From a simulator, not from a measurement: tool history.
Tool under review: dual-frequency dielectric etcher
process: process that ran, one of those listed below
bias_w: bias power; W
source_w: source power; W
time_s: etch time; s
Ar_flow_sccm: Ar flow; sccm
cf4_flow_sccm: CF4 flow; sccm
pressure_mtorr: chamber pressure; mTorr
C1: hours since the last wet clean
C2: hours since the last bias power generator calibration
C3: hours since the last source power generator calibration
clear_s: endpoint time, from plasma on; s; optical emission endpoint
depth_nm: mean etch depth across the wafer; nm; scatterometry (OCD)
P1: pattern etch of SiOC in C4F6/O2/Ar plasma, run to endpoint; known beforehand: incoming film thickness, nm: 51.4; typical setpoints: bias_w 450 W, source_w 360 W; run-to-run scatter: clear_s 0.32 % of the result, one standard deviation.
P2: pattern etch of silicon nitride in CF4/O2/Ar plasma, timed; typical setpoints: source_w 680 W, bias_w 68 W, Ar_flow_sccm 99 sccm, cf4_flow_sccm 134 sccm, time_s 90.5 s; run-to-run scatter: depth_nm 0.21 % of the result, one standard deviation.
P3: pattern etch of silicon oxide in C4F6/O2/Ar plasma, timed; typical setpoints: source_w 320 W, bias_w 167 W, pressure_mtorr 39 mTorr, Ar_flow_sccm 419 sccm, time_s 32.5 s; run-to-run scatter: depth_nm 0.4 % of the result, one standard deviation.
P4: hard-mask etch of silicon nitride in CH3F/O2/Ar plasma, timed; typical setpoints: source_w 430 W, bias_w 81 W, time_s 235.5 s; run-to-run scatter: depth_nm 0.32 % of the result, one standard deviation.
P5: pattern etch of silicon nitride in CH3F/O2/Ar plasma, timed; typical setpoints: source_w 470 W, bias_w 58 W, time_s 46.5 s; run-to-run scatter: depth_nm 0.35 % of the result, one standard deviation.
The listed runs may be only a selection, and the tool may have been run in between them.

Run 1, hour 12.9: process P1, bias_w 450 W, source_w 360 W; C1 384.5; C2 542.5; C3 451.7. Result: clear_s 18.625 s.
Run 2, hour 21.7: process P5, bias_w 58 W, source_w 320 W, time_s 46.5 s; C1 393.3; C2 551.3; C3 460.5. Result: depth_nm 27.837 nm.
Run 3, hour 29.7: process P4, bias_w 81 W, source_w 430 W, time_s 326.5 s; C1 401.3; C2 559.3; C3 468.5. Result: depth_nm 248.58 nm.
Run 4, hour 39.3: process P2, bias_w 68 W, source_w 680 W, time_s 90.5 s, Ar_flow_sccm 99 sccm, cf4_flow_sccm 167 sccm; C1 410.9; C2 568.9; C3 478.1. Result: depth_nm 269.81 nm.
Run 5, hour 45.6: process P3, bias_w 167 W, source_w 400 W, time_s 32.5 s, Ar_flow_sccm 419 sccm, pressure_mtorr 39 mTorr; C1 417.2; C2 575.2; C3 484.4. Result: depth_nm 91.571 nm.
Run 6, hour 57.3: process P1, bias_w 564 W, source_w 290 W; C1 428.9; C2 586.9; C3 496.1. Result: clear_s 18.363 s.
Run 7, hour 63.9: process P1, bias_w 367 W, source_w 300 W; C1 435.5; C2 593.5; C3 502.7. Result: clear_s 21.399 s.
Run 8, hour 72: process P2, bias_w 68 W, source_w 680 W, time_s 90.5 s, Ar_flow_sccm 133 sccm, cf4_flow_sccm 134 sccm; C1 443.6; C2 601.6; C3 510.8. Result: depth_nm 256.9 nm.
Run 9, hour 83.4: process P3, bias_w 167 W, source_w 320 W, time_s 32.5 s, Ar_flow_sccm 284 sccm, pressure_mtorr 39 mTorr; C1 455; C2 613; C3 522.2. Result: depth_nm 87.81 nm.
Run 10, hour 91.5: process P3, bias_w 100 W, source_w 320 W, time_s 32.5 s, Ar_flow_sccm 419 sccm, pressure_mtorr 39 mTorr; C1 463.1; C2 621.1; C3 530.3. Result: depth_nm 71.566 nm.
Run 11, hour 103.3: process P1, bias_w 450 W, source_w 480 W; C1 474.9; C2 632.9; C3 542.1. Result: clear_s 16.639 s.
Run 12, hour 110.5: process P3, bias_w 167 W, source_w 320 W, time_s 44 s, Ar_flow_sccm 419 sccm, pressure_mtorr 39 mTorr; C1 482.1; C2 640.1; C3 549.3. Result: depth_nm 114.09 nm.
Run 13, hour 122.4: process P1, bias_w 596 W, source_w 360 W; C1 494; C2 652; C3 561.2. Result: clear_s 16.612 s.
Run 14, hour 131: process P1, bias_w 272 W, source_w 360 W; C1 502.6; C2 660.6; C3 569.8. Result: clear_s 22.145 s.
Run 15, hour 140.2: process P1, bias_w 450 W, source_w 360 W; C1 511.8; C2 669.8; C3 579. Result: clear_s 18.495 s.
Run 16, hour 152: process P2, bias_w 81 W, source_w 680 W, time_s 90.5 s, Ar_flow_sccm 99 sccm, cf4_flow_sccm 134 sccm; C1 523.6; C2 681.6; C3 590.8. Result: depth_nm 283.46 nm.
Run 17, hour 162.4: process P5, bias_w 58 W, source_w 470 W, time_s 59 s; C1 534; C2 692; C3 601.2. Result: depth_nm 40.824 nm.
Run 18, hour 172.7: process P4, bias_w 81 W, source_w 580 W, time_s 235.5 s; C1 544.3; C2 702.3; C3 611.5. Result: depth_nm 199.73 nm.
Run 19, hour 182: process P2, bias_w 68 W, source_w 950 W, time_s 90.5 s, Ar_flow_sccm 99 sccm, cf4_flow_sccm 134 sccm; C1 553.6; C2 711.6; C3 620.8. Result: depth_nm 353.53 nm.
Run 20, hour 189.2: process P1, bias_w 298 W, source_w 500 W; C1 560.8; C2 718.8; C3 628. Result: clear_s 19.053 s.
Run 21, hour 201.7: process P2, bias_w 68 W, source_w 680 W, time_s 64.5 s, Ar_flow_sccm 99 sccm, cf4_flow_sccm 134 sccm; C1 573.3; C2 731.3; C3 640.5. Result: depth_nm 189.06 nm.
Run 22, hour 212.4: process P4, bias_w 81 W, source_w 430 W, time_s 235.5 s; C1 584; C2 742; C3 651.2. Result: depth_nm 178.55 nm.
Run 23, hour 218.1: process P4, bias_w 60 W, source_w 430 W, time_s 235.5 s; C1 589.7; C2 747.7; C3 656.9. Result: depth_nm 161.99 nm.
At hour 224.6: bias power generator calibrated.
Run 24, hour 230.9: process P5, bias_w 58 W, source_w 470 W, time_s 46.5 s; C1 602.5; C2 6.3; C3 669.7. Result: depth_nm 32.115 nm.
Run 25, hour 239.5: process P1, bias_w 450 W, source_w 360 W; C1 611.1; C2 14.9; C3 678.3. Result: clear_s 18.476 s.
Run 26, hour 251: process P1, bias_w 450 W, source_w 220 W; C1 622.6; C2 26.4; C3 689.8. Result: clear_s 22.202 s.
Run 27, hour 262.1: process P1, bias_w 450 W, source_w 360 W; C1 633.7; C2 37.5; C3 700.9. Result: clear_s 18.462 s.
Run 28, hour 268.1: process P1, bias_w 450 W, source_w 360 W; C1 639.7; C2 43.5; C3 706.9. Result: clear_s 18.515 s.
Run 29, hour 274: process P5, bias_w 58 W, source_w 470 W, time_s 46.5 s; C1 645.6; C2 49.4; C3 712.8. Result: depth_nm 32.21 nm.
Run 30, hour 284.6: process P5, bias_w 75 W, source_w 470 W, time_s 46.5 s; C1 656.2; C2 60; C3 723.4. Result: depth_nm 35.143 nm.
Run 31, hour 292: process P3, bias_w 167 W, source_w 320 W, time_s 32.5 s, Ar_flow_sccm 419 sccm, pressure_mtorr 39 mTorr; C1 663.6; C2 67.4; C3 730.8. Result: depth_nm 84.013 nm.
Run 32, hour 299.7: process P2, bias_w 68 W, source_w 680 W, time_s 90.5 s, Ar_flow_sccm 99 sccm, cf4_flow_sccm 134 sccm; C1 671.3; C2 75.1; C3 738.5. Result: depth_nm 264.54 nm.
Run 33, hour 311.5: process P1, bias_w 450 W, source_w 360 W; C1 683.1; C2 86.9; C3 750.3. Result: clear_s 18.416 s.
Run 34, hour 320.5: process P3, bias_w 167 W, source_w 320 W, time_s 32.5 s, Ar_flow_sccm 419 sccm, pressure_mtorr 39 mTorr; C1 692.1; C2 95.9; C3 759.3. Result: depth_nm 83.578 nm.
Run 35, hour 328.4: process P4, bias_w 81 W, source_w 430 W, time_s 235.5 s; C1 700; C2 103.8; C3 767.2. Result: depth_nm 179.08 nm.
Run 36, hour 341.3: process P3, bias_w 167 W, source_w 320 W, time_s 32.5 s, Ar_flow_sccm 419 sccm, pressure_mtorr 52 mTorr; C1 712.9; C2 116.7; C3 780.1. Result: depth_nm 80.982 nm.
Run 37, hour 347.2: process P1, bias_w 450 W, source_w 360 W; C1 718.8; C2 122.6; C3 786. Result: clear_s 18.49 s.
Run 38, hour 358.2: process P1, bias_w 450 W, source_w 360 W; C1 729.8; C2 133.6; C3 797. Result: clear_s 18.662 s.
Run 39, hour 371.1: process P1, bias_w 450 W, source_w 360 W; C1 742.7; C2 146.5; C3 809.9. Result: clear_s 18.69 s.
Run 40, hour 377.8: process P1, bias_w 450 W, source_w 360 W; C1 749.4; C2 153.2; C3 816.6. Result: clear_s 18.66 s.
Run 41, hour 386: process P1, bias_w 450 W, source_w 360 W; C1 757.6; C2 161.4; C3 824.8. Result: clear_s 18.727 s.
Run 42, hour 392.8: process P1, bias_w 450 W, source_w 360 W; C1 764.4; C2 168.2; C3 831.6. Result: clear_s 18.816 s.
Run 43, hour 403: process P1, bias_w 450 W, source_w 360 W; C1 774.6; C2 178.4; C3 841.8. Result: clear_s 18.773 s.
At hour 408.6: wet clean of the chamber.
Run 44, hour 409: process P1, bias_w 450 W, source_w 360 W; C1 0.4; C2 184.4; C3 847.8. Result: clear_s 18.69 s.
Run 45, hour 415: process P1, bias_w 450 W, source_w 360 W; C1 6.4; C2 190.4; C3 853.8. Result: clear_s 18.862 s.
Run 46, hour 422: process P1, bias_w 450 W, source_w 360 W; C1 13.4; C2 197.4; C3 860.8. Result: clear_s 18.824 s.
Run 47, hour 432.7: process P1, bias_w 450 W, source_w 360 W; C1 24.1; C2 208.1; C3 871.5. Result: clear_s 18.78 s.
Run 48, hour 439.5: process P1, bias_w 450 W, source_w 360 W; C1 30.9; C2 214.9; C3 878.3. Result: clear_s 18.79 s.

Compared with where it was, what P1 gives has crept away. Each cause listed below fits the log as well as the rest, at the size given for it:
A: source power that arrives under what is set, % = 4.66
B: bias power that arrives under what is set, % = 4.68
Creep in the process output first set in at about hour 347.2.
Each remaining cause and why it is not a fit:
chamber walls in a state that lowers the etch rate, %: serviced at hour 408.6, which brought nothing back

Question marks stand in for the results of the 4 check runs listed below, each run on one wafer. Under which run would the listed causes show clearly different results?
Run check 1, hour 446.3: process P5, bias_w 58 W, source_w 470 W, time_s 46.5 s. Result: depth_nm ?.
Run check 2, hour 446.3: process P4, bias_w 81 W, source_w 430 W, time_s 235.5 s. Result: depth_nm ?.
Run check 3, hour 446.3: process P3, bias_w 167 W, source_w 320 W, time_s 32.5 s, Ar_flow_sccm 419 sccm, pressure_mtorr 39 mTorr. Result: depth_nm ?.
Run check 4, hour 446.3: process P2, bias_w 68 W, source_w 680 W, time_s 90.5 s, Ar_flow_sccm 99 sccm, cf4_flow_sccm 134 sccm. Result: depth_nm ?.

Predicted outcomes, by check and by cause:
  check    result    if A    if B
check 1  depth_nm  31.574  31.674
check 2  depth_nm   175.7  175.92
check 3  depth_nm  82.214  82.503
check 4  depth_nm  254.02  260.08
Per-check spread between the two closest causes, in the result where they differ most: check 1 0.32 %; check 2 0.13 %; check 3 0.35 %; check 4 2.36 %
Check 4 tells the causes apart: in the others they would give nearly the same result.

After running check 4, the following was obtained: depth_nm 260.17 nm. Which cause does this point to?

It was cause B: bias power that arrives under what is set, %.
